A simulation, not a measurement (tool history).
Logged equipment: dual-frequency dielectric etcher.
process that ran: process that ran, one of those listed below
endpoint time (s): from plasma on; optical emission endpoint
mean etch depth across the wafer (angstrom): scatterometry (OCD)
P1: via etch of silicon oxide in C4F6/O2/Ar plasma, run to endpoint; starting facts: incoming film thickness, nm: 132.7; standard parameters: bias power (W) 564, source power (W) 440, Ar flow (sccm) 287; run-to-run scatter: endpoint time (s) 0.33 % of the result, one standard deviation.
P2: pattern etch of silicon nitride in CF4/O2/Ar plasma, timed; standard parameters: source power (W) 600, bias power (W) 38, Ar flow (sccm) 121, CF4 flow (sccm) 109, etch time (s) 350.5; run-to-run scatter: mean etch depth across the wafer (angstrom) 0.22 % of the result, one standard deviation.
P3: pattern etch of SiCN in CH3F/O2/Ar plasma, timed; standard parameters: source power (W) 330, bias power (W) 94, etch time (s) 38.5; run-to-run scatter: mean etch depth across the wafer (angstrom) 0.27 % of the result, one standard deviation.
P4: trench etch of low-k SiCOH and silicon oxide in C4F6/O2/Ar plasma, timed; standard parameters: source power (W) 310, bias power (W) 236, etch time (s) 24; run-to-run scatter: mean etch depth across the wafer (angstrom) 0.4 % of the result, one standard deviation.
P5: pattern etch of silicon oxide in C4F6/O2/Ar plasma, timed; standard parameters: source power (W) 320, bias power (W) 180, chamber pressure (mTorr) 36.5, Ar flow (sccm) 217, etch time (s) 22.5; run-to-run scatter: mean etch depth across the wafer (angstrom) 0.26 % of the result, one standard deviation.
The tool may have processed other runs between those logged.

run	day	process that ran	bias power (W)	source power (W)	Ar flow (sccm)	chamber pressure (mTorr)	etch time (s)	CF4 flow (sccm)	hours since the last wet clean	hours since the last bias power generator calibration	hours since the last source power generator calibration	hours since the last Ar flow controller change	endpoint time (s)	mean etch depth across the wafer (angstrom)
1	0.267	P1	564	440	287				166.6	1408.9	2467.8	1245.3	26.447	
2	0.5	P5	180	320	217	36.5	31		172.2	1414.5	2473.4	1250.9		891.76
3	0.871	P2	38	600	121		350.5	82	181.1	1423.4	2482.3	1259.8		6891.3
4	1.288	P2	50	600	121		350.5	109	191.1	1433.4	2492.3	1269.8		7944.3
5	1.588	P2	38	600	152		350.5	109	198.3	1440.6	2499.5	1277		6994.8
6	1.9	P1	564	440	287				205.8	1448.1	2507	1284.5	26.446	
7	2.233	P4	236	200			24		213.8	1456.1	2515	1292.5		618.77
8	2.479	P4	236	310			24		219.7	1462	2520.9	1298.4		733.19
9	2.921	P2	38	600	121		350.5	109	230.3	1472.6	2531.5	1309		7216.6
10	3.321	P5	180	320	281	36.5	22.5		239.9	1482.2	2541.1	1318.6		628.2
11	3.562	P1	361	300	287				245.7	1488	2546.9	1324.4	35.811	
12	3.938	P1	564	310	392				254.7	1497	2555.9	1333.4	31.02	
13	4.288	P5	237	320	217	36.5	22.5		263.1	1505.4	2564.3	1341.8		711.09
14	4.579	P1	564	360	287				270.1	1512.4	2571.3	1348.8	28.376	
15	5.05	P1	564	620	287				281.4	1523.7	2582.6	1360.1	23.27	
16	5.288	P5	180	390	217	36.5	22.5		287.1	1529.4	2588.3	1365.8		699.53
17	5.633	P3	94	330			23		295.4	1537.7	2596.6	1374.1		88.866
18	5.971	P1	789	440	287				303.5	1545.8	2604.7	1382.2	23.152	
19	6.312	P1	564	440	369				311.7	1554	2612.9	1390.4	27.2	
20	6.692	P1	564	440	229				320.8	1563.1	2622	1399.5	25.647	
21	7.054	P3	94	330			38.5		329.5	1571.8	2630.7	1408.2		148.4
22	7.288	P3	94	220			38.5		335.1	1577.4	2636.3	1413.8		128.56
23	7.554	P4	186	310			24		341.5	1583.8	2642.7	1420.2		680.15
24	7.838	P1	364	440	287				348.3	1590.6	2649.5	1427	31.05	
25	8.117	P4	236	310			13		355	1597.3	2656.2	1433.7		396.89
26	8.529	P2	38	390	121		350.5	109	364.9	1607.2	2666.1	1443.6		4942.5
27	8.896	P5	180	320	217	36.5	22.5		373.7	1616	2674.9	1452.4		644.65
28	9.192	P2	38	600	121		216.5	109	380.8	1623.1	2682	1459.5		4462.7
29	9.446	P3	94	330			38.5		386.9	1629.2	2688.1	1465.6		149.24
30	9.825	P4	236	310			24		396	1638.3	2697.2	1474.7		732.26
31	10.183	P1	746	370	287				404.6	1646.9	2705.8	1483.3	25.333	
32	10.667	P1	564	440	287				416.2	1658.5	2717.4	1494.9	26.447	
33	10.975	P5	180	320	217	49.5	22.5		423.6	1665.9	2724.8	1502.3		623.46
34	11.304	P1	564	440	287				431.5	1673.8	2732.7	1510.2	26.193	
35	11.662	P3	132	330			38.5		440.1	1682.4	2741.3	1518.8		169.51
36	12.004	P1	564	440	287				448.3	1690.6	2749.5	1527	26.41	
37	12.292	P1	564	440	287				455.2	1697.5	2756.4	1533.9	26.476	
38	12.762	P1	564	440	287				466.5	1708.8	2767.7	1545.2	26.619	
39	13.146	P1	564	440	287				475.7	1718	2776.9	1554.4	26.831	
40	13.417	P1	564	440	287				482.2	1724.5	2783.4	1560.9	26.824	
41	13.779	P1	564	440	287				490.9	1733.2	2792.1	1569.6	26.966	
# day 13.804: Ar flow controller replaced
# day 14.146: wet clean of the chamber
42	14.208	P1	564	440	287				1.5	1743.5	2802.4	9.7	26.877	
43	14.542	P1	564	440	287				9.5	1751.5	2810.4	17.7	26.73	
44	14.888	P1	564	440	287				17.8	1759.8	2818.7	26	26.74	

P1 has crept away from where it was. The log is fitted equally well by each of these 2 causes, at the sizes shown:
A: bias power that arrives under what is set, % = 4.3
B: source power that arrives under what is set, % = 4.41
Onset of the creep was near day 12.004.
Ruled out, with reasons:
chamber walls in a state that lowers the etch rate, %: serviced at day 14.146, after the change had begun; the process did not return to its earlier output
Ar flow that arrives over what is set, %: serviced at day 13.804, after the change had begun; the process did not return to its earlier output

Consider the 4 single-wafer check runs listed below, results given as question marks: which one distinguishes between the causes by giving clearly different results for each?
check 1	15.233	P2	38	600	121		350.5	109						?
check 2	15.233	P4	236	310			24							?
check 3	15.233	P5	180	320	217	36.5	22.5							?
check 4	15.233	P3	94	330			38.5							?

Expected result of each check under each candidate cause:
check	result	if A	if B
check 1	mean etch depth across the wafer (angstrom)	7109.2	6938.9
check 2	mean etch depth across the wafer (angstrom)	722.98	721.29
check 3	mean etch depth across the wafer (angstrom)	639.37	637.18
check 4	mean etch depth across the wafer (angstrom)	146.23	146.21
Minimum pairwise separation of causes per check, each pair taken at its best-separating result: check 1 2.42 %; check 2 0.23 %; check 3 0.34 %; check 4 0.01 %
Of the check runs offered, only check 1 discriminates between the causes; the rest would read about the same regardless of which cause applies.

Then check 1 was run and gave: mean etch depth across the wafer (angstrom) 6938.6. Which cause is it?

The correct cause is B, namely: source power that arrives under what is set, %.

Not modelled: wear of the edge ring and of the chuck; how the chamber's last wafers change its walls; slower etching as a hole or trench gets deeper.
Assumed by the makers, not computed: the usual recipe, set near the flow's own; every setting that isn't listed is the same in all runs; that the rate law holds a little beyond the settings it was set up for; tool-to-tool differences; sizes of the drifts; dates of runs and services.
